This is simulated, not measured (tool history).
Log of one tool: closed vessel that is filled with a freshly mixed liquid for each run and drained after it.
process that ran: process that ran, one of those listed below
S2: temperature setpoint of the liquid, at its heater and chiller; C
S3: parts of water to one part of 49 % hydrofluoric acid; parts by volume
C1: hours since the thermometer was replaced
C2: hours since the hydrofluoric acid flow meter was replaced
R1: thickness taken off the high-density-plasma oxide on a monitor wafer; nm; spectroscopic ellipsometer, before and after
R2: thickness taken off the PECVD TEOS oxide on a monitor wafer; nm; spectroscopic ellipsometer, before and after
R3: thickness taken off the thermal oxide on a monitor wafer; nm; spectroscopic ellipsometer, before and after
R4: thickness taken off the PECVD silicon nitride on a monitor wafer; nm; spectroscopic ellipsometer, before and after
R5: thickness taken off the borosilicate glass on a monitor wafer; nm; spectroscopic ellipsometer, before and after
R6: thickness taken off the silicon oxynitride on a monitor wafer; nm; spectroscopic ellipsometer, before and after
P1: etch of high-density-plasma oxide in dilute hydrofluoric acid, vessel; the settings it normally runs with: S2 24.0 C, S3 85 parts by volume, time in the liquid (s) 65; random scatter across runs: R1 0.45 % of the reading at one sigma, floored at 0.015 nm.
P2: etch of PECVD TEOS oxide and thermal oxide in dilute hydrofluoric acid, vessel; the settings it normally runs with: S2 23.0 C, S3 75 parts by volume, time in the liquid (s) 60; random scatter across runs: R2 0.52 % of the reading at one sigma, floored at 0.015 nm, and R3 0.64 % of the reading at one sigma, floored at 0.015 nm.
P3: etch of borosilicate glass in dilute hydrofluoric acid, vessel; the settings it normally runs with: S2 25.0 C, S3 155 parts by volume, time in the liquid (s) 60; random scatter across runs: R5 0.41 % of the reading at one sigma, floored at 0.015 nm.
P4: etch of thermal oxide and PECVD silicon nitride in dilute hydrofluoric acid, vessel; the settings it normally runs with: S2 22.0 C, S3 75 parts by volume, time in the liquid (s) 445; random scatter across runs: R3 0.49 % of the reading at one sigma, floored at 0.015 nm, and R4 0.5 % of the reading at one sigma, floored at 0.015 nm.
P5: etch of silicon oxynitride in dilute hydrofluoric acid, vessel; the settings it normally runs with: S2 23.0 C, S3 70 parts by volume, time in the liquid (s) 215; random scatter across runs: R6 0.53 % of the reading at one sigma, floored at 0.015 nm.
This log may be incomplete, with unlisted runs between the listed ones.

Run 1, day 0.421: process that ran P1, S2 24.0 C, S3 85 parts by volume, time in the liquid (s) 65; C1 440.4; C2 779.4. Result: R1 6.4843 nm.
Run 2, day 0.783: process that ran P2, S2 23.0 C, S3 130 parts by volume, time in the liquid (s) 60; C1 449.1; C2 788.1. Result: R2 5.6779 nm, R3 1.9748 nm.
Run 3, day 1.083: process that ran P4, S2 22.0 C, S3 75 parts by volume, time in the liquid (s) 445; C1 456.3; C2 795.3. Result: R3 27.2280 nm, R4 11.5170 nm.
Run 4, day 1.625: process that ran P3, S2 25.0 C, S3 155 parts by volume, time in the liquid (s) 60; C1 469.3; C2 808.3. Result: R5 21.207 nm.
Run 5, day 2.038: process that ran P5, S2 23.0 C, S3 120 parts by volume, time in the liquid (s) 215; C1 479.2; C2 818.2. Result: R6 5.8370 nm.
Run 6, day 2.575: process that ran P1, S2 24.0 C, S3 50 parts by volume, time in the liquid (s) 65; C1 492.1; C2 831.1. Result: R1 11.5640 nm.
Run 7, day 2.821: process that ran P3, S2 33.5 C, S3 155 parts by volume, time in the liquid (s) 60; C1 498.0; C2 837.0. Result: R5 28.748 nm.
Run 8, day 3.167: process that ran P1, S2 24.0 C, S3 140 parts by volume, time in the liquid (s) 65; C1 506.3; C2 845.3. Result: R1 3.7100 nm.
Run 9, day 3.533: process that ran P1, S2 24.0 C, S3 85 parts by volume, time in the liquid (s) 30; C1 515.1; C2 854.1. Result: R1 3.0021 nm.
Run 10, day 3.942: process that ran P4, S2 22.0 C, S3 75 parts by volume, time in the liquid (s) 155; C1 524.9; C2 863.9. Result: R3 9.4167 nm, R4 4.0223 nm.
Run 11, day 4.404: process that ran P4, S2 17.0 C, S3 75 parts by volume, time in the liquid (s) 445; C1 536.0; C2 875.0. Result: R3 22.1500 nm, R4 8.1992 nm.
Run 12, day 4.783: process that ran P1, S2 17.0 C, S3 85 parts by volume, time in the liquid (s) 65; C1 545.1; C2 884.1. Result: R1 4.8491 nm.
Run 13, day 5.192: process that ran P2, S2 23.0 C, S3 75 parts by volume, time in the liquid (s) 110; C1 554.9; C2 893.9. Result: R2 19.0610 nm, R3 6.6417 nm.
Run 14, day 5.592: process that ran P1, S2 24.0 C, S3 85 parts by volume, time in the liquid (s) 65; C1 564.5; C2 903.5. Result: R1 6.4710 nm.
Run 15, day 6.000: process that ran P5, S2 18.0 C, S3 70 parts by volume, time in the liquid (s) 215; C1 574.3; C2 913.3. Result: R6 8.2417 nm.
Run 16, day 6.362: process that ran P1, S2 28.5 C, S3 85 parts by volume, time in the liquid (s) 65; C1 583.0; C2 922.0. Result: R1 7.7573 nm.
Run 17, day 6.750: process that ran P2, S2 23.0 C, S3 75 parts by volume, time in the liquid (s) 60; C1 592.3; C2 931.3. Result: R2 10.5780 nm, R3 3.6116 nm.
Run 18, day 7.183: process that ran P3, S2 25.0 C, S3 155 parts by volume, time in the liquid (s) 60; C1 602.7; C2 941.7. Result: R5 21.149 nm.
Run 19, day 7.667: process that ran P1, S2 24.0 C, S3 85 parts by volume, time in the liquid (s) 105; C1 614.3; C2 953.3. Result: R1 10.4650 nm.
Run 20, day 7.917: process that ran P1, S2 24.0 C, S3 85 parts by volume, time in the liquid (s) 65; C1 620.3; C2 959.3. Result: R1 6.4598 nm.
Run 21, day 8.350: process that ran P1, S2 24.0 C, S3 85 parts by volume, time in the liquid (s) 65; C1 630.7; C2 969.7. Result: R1 6.5254 nm.

Run 22 comes next. What will it give?
Run 22, day 8.821: process that ran P3, S2 25.0 C, S3 40 parts by volume, time in the liquid (s) 60; C1 642.0; C2 981.0. Result: R5 ?.

R5: 94.461 nm
